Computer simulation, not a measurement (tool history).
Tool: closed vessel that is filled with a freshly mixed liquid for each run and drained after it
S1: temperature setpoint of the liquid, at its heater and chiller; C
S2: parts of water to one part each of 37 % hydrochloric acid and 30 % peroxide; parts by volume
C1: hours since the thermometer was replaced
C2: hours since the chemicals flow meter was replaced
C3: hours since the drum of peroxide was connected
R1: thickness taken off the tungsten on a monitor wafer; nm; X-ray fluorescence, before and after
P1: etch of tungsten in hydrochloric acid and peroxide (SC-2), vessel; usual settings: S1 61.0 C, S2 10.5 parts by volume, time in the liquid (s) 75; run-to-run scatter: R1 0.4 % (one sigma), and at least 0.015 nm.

run 1 hour=6.2 | S1=61.0 S2=10.5 time_in_the_liquid_(s)=75 | C1=1114.8 C2=463.8 C3=547.4 | R1=20.3480
run 2 hour=12.8 | S1=61.0 S2=10.5 time_in_the_liquid_(s)=75 | C1=1121.4 C2=470.4 C3=554.0 | R1=20.2830
run 3 hour=16.6 | S1=61.0 S2=10.5 time_in_the_liquid_(s)=75 | C1=1125.2 C2=474.2 C3=557.8 | R1=20.1730
run 4 hour=20.5 | S1=61.0 S2=10.5 time_in_the_liquid_(s)=30 | C1=1129.1 C2=478.1 C3=561.7 | R1=8.0788
run 5 hour=25.7 | S1=61.0 S2=10.5 time_in_the_liquid_(s)=75 | C1=1134.3 C2=483.3 C3=566.9 | R1=20.3100
run 6 hour=32.2 | S1=45.5 S2=10.5 time_in_the_liquid_(s)=75 | C1=1140.8 C2=489.8 C3=573.4 | R1=7.3746
run 7 hour=38.9 | S1=61.0 S2=17.5 time_in_the_liquid_(s)=75 | C1=1147.5 C2=496.5 C3=580.1 | R1=13.1290
run 8 hour=44.7 | S1=61.0 S2=10.5 time_in_the_liquid_(s)=145 | C1=1153.3 C2=502.3 C3=585.9 | R1=39.0180
run 9 hour=49.3 | S1=61.0 S2=10.5 time_in_the_liquid_(s)=75 | C1=1157.9 C2=506.9 C3=590.5 | R1=20.3710
run 10 hour=56.0 | S1=52.0 S2=4.0 time_in_the_liquid_(s)=75 | C1=1164.6 C2=513.6 C3=597.2 | R1=23.7120
run 11 hour=62.9 | S1=61.0 S2=10.5 time_in_the_liquid_(s)=75 | C1=1171.5 C2=520.5 C3=604.1 | R1=20.2320
run 12 hour=66.2 | S1=61.0 S2=10.5 time_in_the_liquid_(s)=75 | C1=1174.8 C2=523.8 C3=607.4 | R1=20.2660
run 13 hour=70.2 | S1=72.0 S2=10.5 time_in_the_liquid_(s)=75 | C1=1178.8 C2=527.8 C3=611.4 | R1=39.7480
run 14 hour=73.5 | S1=61.0 S2=4.0 time_in_the_liquid_(s)=75 | C1=1182.1 C2=531.1 C3=614.7 | R1=42.2150
run 15 hour=76.6 | S1=49.0 S2=4.0 time_in_the_liquid_(s)=75 | C1=1185.2 C2=534.2 C3=617.8 | R1=19.4620
run 16 hour=80.9 | S1=61.0 S2=10.5 time_in_the_liquid_(s)=75 | C1=1189.5 C2=538.5 C3=622.1 | R1=20.2380
run 17 hour=86.2 | S1=61.0 S2=10.5 time_in_the_liquid_(s)=75 | C1=1194.8 C2=543.8 C3=627.4 | R1=19.8000
run 18 hour=90.7 | S1=61.0 S2=10.5 time_in_the_liquid_(s)=75 | C1=1199.3 C2=548.3 C3=631.9 | R1=19.3720
run 19 hour=97.4 | S1=61.0 S2=10.5 time_in_the_liquid_(s)=75 | C1=1206.0 C2=555.0 C3=638.6 | R1=19.0880
run 20 hour=103.7 | S1=61.0 S2=10.5 time_in_the_liquid_(s)=75 | C1=1212.3 C2=561.3 C3=644.9 | R1=18.8950
run 21 hour=106.9 | S1=61.0 S2=10.5 time_in_the_liquid_(s)=75 | C1=1215.5 C2=564.5 C3=648.1 | R1=18.7250
run 22 hour=110.5 | S1=61.0 S2=10.5 time_in_the_liquid_(s)=75 | C1=1219.1 C2=568.1 C3=651.7 | R1=18.7060
run 23 hour=114.5 | S1=61.0 S2=10.5 time_in_the_liquid_(s)=75 | C1=1223.1 C2=572.1 C3=655.7 | R1=18.6630
-- hour=118.8 new drum of peroxide connected
run 24 hour=119.4 | S1=61.0 S2=10.5 time_in_the_liquid_(s)=75 | C1=1228.0 C2=577.0 C3=0.6 | R1=18.7250
run 25 hour=124.8 | S1=61.0 S2=10.5 time_in_the_liquid_(s)=75 | C1=1233.4 C2=582.4 C3=6.0 | R1=18.4880
run 26 hour=130.0 | S1=61.0 S2=10.5 time_in_the_liquid_(s)=75 | C1=1238.6 C2=587.6 C3=11.2 | R1=18.5600
run 27 hour=136.8 | S1=61.0 S2=10.5 time_in_the_liquid_(s)=75 | C1=1245.4 C2=594.4 C3=18.0 | R1=18.5070

What P1 gives has crept away from where it was. These 2 causes fit the log equally well, each at the size given:
A: chemicals flow below the setpoint (%) = 10.1
B: liquid colder than its thermometer reads (K) = 1.44
The creep began at about hour 80.9.
Why every other cause is out:
peroxide weaker than its label (%): serviced at hour 118.8, which brought nothing back

4 check runs are offered, each on 2 wafers whose results are averaged, their results left as question marks. Which one tells the causes apart?
run check 1 hour=143.6 | S1=61.0 S2=13.5 time_in_the_liquid_(s)=135 | R1=?
run check 2 hour=143.6 | S1=46.5 S2=4.0 time_in_the_liquid_(s)=75 | R1=?
run check 3 hour=143.6 | S1=52.5 S2=10.5 time_in_the_liquid_(s)=75 | R1=?
run check 4 hour=143.6 | S1=61.0 S2=16.0 time_in_the_liquid_(s)=115 | R1=?

What each check would give under each cause:
check=check_1 result=R1 if_A=26.8130 if_B=26.8990
check=check_2 result=R1 if_A=15.2740 if_B=14.8760
check=check_3 result=R1 if_A=10.7560 if_B=10.7050
check=check_4 result=R1 if_A=19.6320 if_B=19.7310
How far apart the two closest causes lie, in the result that separates them most: check 1 0.32 %; check 2 2.64 %; check 3 0.48 %; check 4 0.5 %
Check 2 tells the causes apart: in the others they would give nearly the same result.

Then check 2 was run and gave: R1 15.2680 nm. Which cause is it?

It is A: chemicals flow below the setpoint (%).
